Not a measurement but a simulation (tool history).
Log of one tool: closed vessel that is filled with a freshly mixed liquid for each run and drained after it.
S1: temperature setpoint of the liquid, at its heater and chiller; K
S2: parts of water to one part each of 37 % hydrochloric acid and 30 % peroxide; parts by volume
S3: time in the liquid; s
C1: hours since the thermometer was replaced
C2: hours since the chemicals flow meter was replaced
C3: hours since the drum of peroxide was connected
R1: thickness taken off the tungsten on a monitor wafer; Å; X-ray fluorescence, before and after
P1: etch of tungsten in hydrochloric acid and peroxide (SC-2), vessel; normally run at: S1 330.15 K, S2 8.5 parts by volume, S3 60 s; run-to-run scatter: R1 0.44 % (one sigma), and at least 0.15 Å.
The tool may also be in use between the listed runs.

{"run": 1, "hour": 9.2, "S1": 330.15, "S2": 8.5, "S3": 60, "C1": 1836.5, "C2": 446.3, "C3": 802.0, "R1": 299.22}
{"run": 2, "hour": 20.9, "S1": 330.15, "S2": 8.5, "S3": 30, "C1": 1848.2, "C2": 458.0, "C3": 813.7, "R1": 150.27}
{"run": 3, "hour": 29.0, "S1": 330.15, "S2": 8.5, "S3": 60, "C1": 1856.3, "C2": 466.1, "C3": 821.8, "R1": 300.21}
{"run": 4, "hour": 37.8, "S1": 330.15, "S2": 8.5, "S3": 60, "C1": 1865.1, "C2": 474.9, "C3": 830.6, "R1": 299.22}
{"run": 5, "hour": 51.3, "S1": 330.15, "S2": 4.0, "S3": 60, "C1": 1878.6, "C2": 488.4, "C3": 844.1, "R1": 525.35}
{"run": 6, "hour": 64.0, "S1": 330.15, "S2": 8.5, "S3": 60, "C1": 1891.3, "C2": 501.1, "C3": 856.8, "R1": 300.05}
{"run": 7, "hour": 75.5, "S1": 330.15, "S2": 4.0, "S3": 30, "C1": 1902.8, "C2": 512.6, "C3": 868.3, "R1": 264.27}
{"run": 8, "hour": 89.3, "S1": 330.15, "S2": 15.0, "S3": 60, "C1": 1916.6, "C2": 526.4, "C3": 882.1, "R1": 186.99}
{"run": 9, "hour": 107.3, "S1": 330.15, "S2": 8.5, "S3": 90, "C1": 1934.6, "C2": 544.4, "C3": 900.1, "R1": 446.98}
{"run": 10, "hour": 124.9, "S1": 313.65, "S2": 8.5, "S3": 60, "C1": 1952.2, "C2": 562.0, "C3": 917.7, "R1": 98.755}
{"run": 11, "hour": 134.7, "S1": 343.15, "S2": 8.5, "S3": 60, "C1": 1962.0, "C2": 571.8, "C3": 927.5, "R1": 666.93}
{"run": 12, "hour": 150.1, "S1": 330.15, "S2": 8.5, "S3": 60, "C1": 1977.4, "C2": 587.2, "C3": 942.9, "R1": 298.75}
{"run": 13, "hour": 164.2, "S1": 330.15, "S2": 8.5, "S3": 60, "C1": 1991.5, "C2": 601.3, "C3": 957.0, "R1": 292.11}
{"run": 14, "hour": 179.2, "S1": 330.15, "S2": 8.5, "S3": 60, "C1": 2006.5, "C2": 616.3, "C3": 972.0, "R1": 286.89}
{"run": 15, "hour": 194.1, "S1": 330.15, "S2": 8.5, "S3": 60, "C1": 2021.4, "C2": 631.2, "C3": 986.9, "R1": 281.23}
{"run": 16, "hour": 210.3, "S1": 330.15, "S2": 8.5, "S3": 60, "C1": 2037.6, "C2": 647.4, "C3": 1003.1, "R1": 278.5}
{"run": 17, "hour": 224.6, "S1": 330.15, "S2": 8.5, "S3": 60, "C1": 2051.9, "C2": 661.7, "C3": 1017.4, "R1": 275.5}
{"run": 18, "hour": 235.2, "S1": 330.15, "S2": 8.5, "S3": 60, "C1": 2062.5, "C2": 672.3, "C3": 1028.0, "R1": 275.23}
{"run": 19, "hour": 245.5, "S1": 330.15, "S2": 8.5, "S3": 60, "C1": 2072.8, "C2": 682.6, "C3": 1038.3, "R1": 275.4}
{"hour": 247.9, "done": "new drum of peroxide connected"}
{"run": 20, "hour": 263.1, "S1": 330.15, "S2": 8.5, "S3": 60, "C1": 2090.4, "C2": 700.2, "C3": 15.2, "R1": 274.52}
{"run": 21, "hour": 275.4, "S1": 330.15, "S2": 8.5, "S3": 60, "C1": 2102.7, "C2": 712.5, "C3": 27.5, "R1": 272.42}
{"run": 22, "hour": 287.3, "S1": 330.15, "S2": 8.5, "S3": 60, "C1": 2114.6, "C2": 724.4, "C3": 39.4, "R1": 274.48}

What P1 gives has crept away from where it was. These 2 causes fit the log equally well, each at the size given:
A: liquid colder than its thermometer reads (K) = 1.44
B: chemicals flow below the setpoint (%) = 10.7
The creep began at about hour 150.1.
Why every other cause is out:
peroxide weaker than its label (%): serviced at hour 247.9, which brought nothing back

4 check runs are offered, each on 3 wafers whose results are averaged, their results left as question marks. Which one tells the causes apart?
{"run": "check 1", "hour": 299.2, "S1": 314.15, "S2": 13.5, "S3": 60, "R1": "?"}
{"run": "check 2", "hour": 299.2, "S1": 330.15, "S2": 12.5, "S3": 80, "R1": "?"}
{"run": "check 3", "hour": 299.2, "S1": 321.65, "S2": 4.0, "S3": 60, "R1": "?"}
{"run": "check 4", "hour": 299.2, "S1": 340.15, "S2": 8.5, "S3": 30, "R1": "?"}

What each check would give under each cause:
check=check_1 result=R1 if_A=62.716 if_B=62.890
check=check_2 result=R1 if_A=264.220 if_B=262.660
check=check_3 result=R1 if_A=272.930 if_B=278.590
check=check_4 result=R1 if_A=255.720 if_B=254.320
How far apart the two closest causes lie, in the result that separates them most: check 1 0.28 %; check 2 0.59 %; check 3 2.05 %; check 4 0.55 %
Only check 3 tells the causes apart: in the others they would give nearly the same result.

Check 3 was then run and gave: R1 278.540 Å. Which cause is it?

It is B: chemicals flow below the setpoint (%).
